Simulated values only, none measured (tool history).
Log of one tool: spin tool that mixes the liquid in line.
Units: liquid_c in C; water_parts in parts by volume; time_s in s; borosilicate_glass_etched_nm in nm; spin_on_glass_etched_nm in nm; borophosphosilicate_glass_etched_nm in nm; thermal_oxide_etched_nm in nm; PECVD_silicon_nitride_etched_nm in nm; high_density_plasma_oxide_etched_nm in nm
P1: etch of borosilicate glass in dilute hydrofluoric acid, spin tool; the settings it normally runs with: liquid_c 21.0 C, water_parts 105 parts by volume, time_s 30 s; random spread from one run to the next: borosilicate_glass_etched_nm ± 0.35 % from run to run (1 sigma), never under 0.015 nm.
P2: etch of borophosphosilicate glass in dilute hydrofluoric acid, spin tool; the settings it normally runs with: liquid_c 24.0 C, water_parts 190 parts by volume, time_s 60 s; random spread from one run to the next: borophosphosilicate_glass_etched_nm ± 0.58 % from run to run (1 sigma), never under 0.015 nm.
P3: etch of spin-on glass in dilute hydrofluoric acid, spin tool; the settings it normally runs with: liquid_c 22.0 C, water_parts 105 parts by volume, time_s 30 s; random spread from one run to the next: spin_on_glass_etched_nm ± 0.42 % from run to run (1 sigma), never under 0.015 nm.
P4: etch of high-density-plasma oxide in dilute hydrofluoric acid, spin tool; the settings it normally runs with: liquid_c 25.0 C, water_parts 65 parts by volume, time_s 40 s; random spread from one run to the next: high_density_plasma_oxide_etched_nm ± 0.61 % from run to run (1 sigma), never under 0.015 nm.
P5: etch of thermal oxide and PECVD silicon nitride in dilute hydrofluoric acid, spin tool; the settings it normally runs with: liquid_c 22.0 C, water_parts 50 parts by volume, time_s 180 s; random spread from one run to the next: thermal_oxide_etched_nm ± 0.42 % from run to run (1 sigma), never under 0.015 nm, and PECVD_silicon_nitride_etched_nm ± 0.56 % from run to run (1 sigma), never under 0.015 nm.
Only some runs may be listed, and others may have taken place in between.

run,hour,process,liquid_c,water_parts,time_s,hours since the thermometer was replaced,hours since the hydrofluoric acid flow meter was replaced,borosilicate_glass_etched_nm,spin_on_glass_etched_nm,borophosphosilicate_glass_etched_nm,thermal_oxide_etched_nm,PECVD_silicon_nitride_etched_nm,high_density_plasma_oxide_etched_nm
1,4.9,P1,21.0,105,30,863.6,810.7,8.5797,,,,,
2,8.7,P3,22.0,105,50,867.4,814.5,,24.3230,,,,
3,14.9,P3,17.0,105,30,873.6,820.7,,11.7240,,,,
4,20.1,P2,24.0,315,60,878.8,825.9,,,5.8879,,,
5,28.7,P1,21.0,105,30,887.4,834.5,8.5384,,,,,
6,35.8,P1,21.0,105,30,894.5,841.6,8.5572,,,,,
7,41.9,P2,24.0,190,60,900.6,847.7,,,11.1300,,,
8,48.3,P5,22.0,30,180,907.0,854.1,,,,29.776,13.9110,
9,53.8,P4,25.0,65,40,912.5,859.6,,,,,,4.9425
10,59.2,P2,17.5,190,60,917.9,865.0,,,8.6589,,,
11,67.8,P4,25.0,65,40,926.5,873.6,,,,,,4.8662
12,76.4,P2,24.0,190,15,935.1,882.2,,,2.7670,,,
13,84.8,P3,22.0,150,30,943.5,890.6,,9.6059,,,,
14,90.0,P3,22.0,105,30,948.7,895.8,,14.4490,,,,
15,96.8,P4,33.0,65,40,955.5,902.6,,,,,,6.6703
16,101.0,P1,17.0,105,30,959.7,906.8,7.2363,,,,,
17,107.9,P3,22.0,105,30,966.6,913.7,,14.4510,,,,
18,113.7,P1,21.0,105,15,972.4,919.5,4.2896,,,,,
19,121.6,P1,21.0,105,55,980.3,927.4,15.6690,,,,,
20,129.5,P5,22.0,50,320,988.2,935.3,,,,30.977,15.1910,
21,135.3,P5,22.0,50,180,994.0,941.1,,,,17.452,8.5243,
22,143.6,P5,27.0,50,180,1002.3,949.4,,,,21.374,11.7910,
23,149.0,P1,21.0,145,30,1007.7,954.8,5.9551,,,,,
24,153.8,P1,21.0,105,30,1012.5,959.6,8.5207,,,,,
25,158.2,P1,21.0,60,30,1016.9,964.0,15.8010,,,,,
26,163.2,P1,21.0,105,30,1021.9,969.0,8.5950,,,,,
27,171.4,P1,25.0,105,30,1030.1,977.2,10.0420,,,,,
28,176.2,P4,25.0,65,20,1034.9,982.0,,,,,,2.4641
29,184.5,P4,25.0,20,40,1043.2,990.3,,,,,,16.7070
30,192.7,P1,21.0,40,15,1051.4,998.5,12.1320,,,,,
31,198.5,P1,21.0,105,30,1057.2,1004.3,8.5830,,,,,
32,202.9,P1,21.0,105,30,1061.6,1008.7,8.7471,,,,,
33,207.1,P1,21.0,105,30,1065.8,1012.9,8.9157,,,,,
34,211.6,P1,21.0,105,30,1070.3,1017.4,8.9164,,,,,
35,217.7,P1,21.0,105,30,1076.4,1023.5,9.0931,,,,,
36,224.9,P1,21.0,105,30,1083.6,1030.7,9.1769,,,,,
37,230.7,P1,21.0,105,30,1089.4,1036.5,9.1215,,,,,
38,235.8,P1,21.0,105,30,1094.5,1041.6,9.1754,,,,,
39,241.0,P1,21.0,105,30,1099.7,1046.8,9.1774,,,,,
40,248.3,P1,21.0,105,30,1107.0,1054.1,9.2074,,,,,

Something has made what P1 gives creep away from where it was; the 2 causes below, each at its own stated size, fit the log equally well:
A: hydrofluoric acid flow above the setpoint (%) = 6.83
B: liquid hotter than its thermometer reads (K) = 1.84
The gradual shift began around hour 198.5.

Question marks stand in for the results of the 4 check runs listed below, each run on one wafer. Under which run would the listed causes show clearly different results?
check 1,255.6,P3,22.0,105,30,,,,?,,,,
check 2,255.6,P5,22.0,50,180,,,,,,?,?,
check 3,255.6,P4,25.0,65,40,,,,,,,,?
check 4,255.6,P2,24.0,190,60,,,,,?,,,

How each check would come out, cause by cause:
check,result,if A,if B
check 1,spin_on_glass_etched_nm,15.5340,15.5260
check 2,thermal_oxide_etched_nm,18.734,18.850
check 2,PECVD_silicon_nitride_etched_nm,9.0652,9.6315
check 3,high_density_plasma_oxide_etched_nm,5.2744,5.2847
check 4,borophosphosilicate_glass_etched_nm,11.9350,11.7970
How far apart the two closest causes lie, in the result that separates them most: check 1 0.05 %; check 2 6.06 %; check 3 0.2 %; check 4 1.16 %
Only check 2 tells the causes apart: in the others they would give nearly the same result.

Running check 2 produced the following: thermal_oxide_etched_nm 18.695 nm; PECVD_silicon_nitride_etched_nm 9.0267 nm. Which one of the listed causes fits?

The cause is A: hydrofluoric acid flow above the setpoint (%).
